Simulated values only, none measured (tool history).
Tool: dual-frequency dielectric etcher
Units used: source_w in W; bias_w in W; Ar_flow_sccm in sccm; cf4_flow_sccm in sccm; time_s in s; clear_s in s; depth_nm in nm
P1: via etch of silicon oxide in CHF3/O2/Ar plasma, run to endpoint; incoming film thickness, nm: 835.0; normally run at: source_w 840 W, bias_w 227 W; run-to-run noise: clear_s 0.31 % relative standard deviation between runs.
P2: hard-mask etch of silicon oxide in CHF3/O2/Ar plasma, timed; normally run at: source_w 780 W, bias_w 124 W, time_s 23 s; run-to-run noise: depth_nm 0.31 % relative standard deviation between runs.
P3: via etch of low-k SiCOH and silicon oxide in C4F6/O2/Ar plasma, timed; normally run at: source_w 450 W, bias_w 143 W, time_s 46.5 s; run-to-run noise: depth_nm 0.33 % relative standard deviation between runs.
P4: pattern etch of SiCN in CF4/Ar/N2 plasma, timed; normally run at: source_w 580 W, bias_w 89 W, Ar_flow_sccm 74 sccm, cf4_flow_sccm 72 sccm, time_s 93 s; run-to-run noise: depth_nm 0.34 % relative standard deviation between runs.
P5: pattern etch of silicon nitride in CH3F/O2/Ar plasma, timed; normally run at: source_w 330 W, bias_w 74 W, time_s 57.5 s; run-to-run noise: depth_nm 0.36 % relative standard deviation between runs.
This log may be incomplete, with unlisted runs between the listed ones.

run 1 day=0.267 | process=P1 source_w=840 bias_w=227 | clear_s=341.13
run 2 day=0.533 | process=P4 source_w=580 bias_w=89 Ar_flow_sccm=74 cf4_flow_sccm=86 time_s=93 | depth_nm=117.98
run 3 day=0.925 | process=P4 source_w=580 bias_w=105 Ar_flow_sccm=74 cf4_flow_sccm=72 time_s=93 | depth_nm=121.59
run 4 day=1.271 | process=P2 source_w=1020 bias_w=124 time_s=23 | depth_nm=48.918
run 5 day=1.654 | process=P2 source_w=780 bias_w=124 time_s=23 | depth_nm=43.93
run 6 day=1.888 | process=P1 source_w=840 bias_w=227 | clear_s=338.2
run 7 day=2.167 | process=P3 source_w=450 bias_w=143 time_s=46.5 | depth_nm=120.07
run 8 day=2.438 | process=P1 source_w=840 bias_w=145 | clear_s=394.66
run 9 day=2.625 | process=P1 source_w=840 bias_w=227 | clear_s=339.6
run 10 day=2.867 | process=P4 source_w=720 bias_w=89 Ar_flow_sccm=74 cf4_flow_sccm=72 time_s=93 | depth_nm=139.39
run 11 day=3.183 | process=P5 source_w=330 bias_w=74 time_s=77.5 | depth_nm=52.724
-- day=3.254 bias power generator calibrated
run 12 day=3.55 | process=P1 source_w=1160 bias_w=227 | clear_s=300.02
run 13 day=3.95 | process=P5 source_w=450 bias_w=74 time_s=57.5 | depth_nm=44.109
run 14 day=4.146 | process=P1 source_w=550 bias_w=150 | clear_s=458.18
run 15 day=4.417 | process=P4 source_w=580 bias_w=89 Ar_flow_sccm=74 cf4_flow_sccm=72 time_s=93 | depth_nm=114.94
run 16 day=4.771 | process=P5 source_w=330 bias_w=74 time_s=57.5 | depth_nm=39.187
run 17 day=5.129 | process=P5 source_w=330 bias_w=48 time_s=57.5 | depth_nm=33.89
run 18 day=5.525 | process=P1 source_w=840 bias_w=227 | clear_s=339.57
run 19 day=5.796 | process=P4 source_w=580 bias_w=89 Ar_flow_sccm=50 cf4_flow_sccm=72 time_s=93 | depth_nm=120.15
run 20 day=6.004 | process=P3 source_w=450 bias_w=143 time_s=66 | depth_nm=171.06
-- day=6.183 wet clean of the chamber
run 21 day=6.371 | process=P3 source_w=450 bias_w=94 time_s=46.5 | depth_nm=107.19
run 22 day=6.654 | process=P2 source_w=780 bias_w=124 time_s=23 | depth_nm=43.955
run 23 day=6.842 | process=P5 source_w=330 bias_w=74 time_s=57.5 | depth_nm=38.812
run 24 day=7.15 | process=P1 source_w=540 bias_w=227 | clear_s=403.25
run 25 day=7.371 | process=P1 source_w=840 bias_w=227 | clear_s=340.36
run 26 day=7.562 | process=P3 source_w=630 bias_w=143 time_s=46.5 | depth_nm=138.52
run 27 day=7.775 | process=P2 source_w=780 bias_w=124 time_s=16.5 | depth_nm=31.43
run 28 day=8.129 | process=P1 source_w=840 bias_w=286 | clear_s=313.76
run 29 day=8.312 | process=P2 source_w=780 bias_w=169 time_s=23 | depth_nm=48.442
run 30 day=8.525 | process=P4 source_w=580 bias_w=89 Ar_flow_sccm=74 cf4_flow_sccm=72 time_s=55 | depth_nm=68.143
run 31 day=8.758 | process=P1 source_w=840 bias_w=227 | clear_s=339.07
run 32 day=9.038 | process=P1 source_w=840 bias_w=227 | clear_s=338.93
run 33 day=9.404 | process=P1 source_w=840 bias_w=227 | clear_s=338.2
run 34 day=9.675 | process=P1 source_w=840 bias_w=227 | clear_s=337.68
run 35 day=9.85 | process=P1 source_w=840 bias_w=227 | clear_s=337.75
run 36 day=10.083 | process=P1 source_w=840 bias_w=227 | clear_s=335.28
run 37 day=10.288 | process=P1 source_w=840 bias_w=227 | clear_s=335.54
run 38 day=10.462 | process=P1 source_w=840 bias_w=227 | clear_s=334.2
-- day=10.646 wet clean of the chamber
run 39 day=10.692 | process=P1 source_w=840 bias_w=227 | clear_s=334.08

Run 40 has not been measured yet. What should we expect?
run 40 day=11.021 | process=P1 source_w=840 bias_w=227 | clear_s=?

{"run 40": {"clear_s": 335.46}}
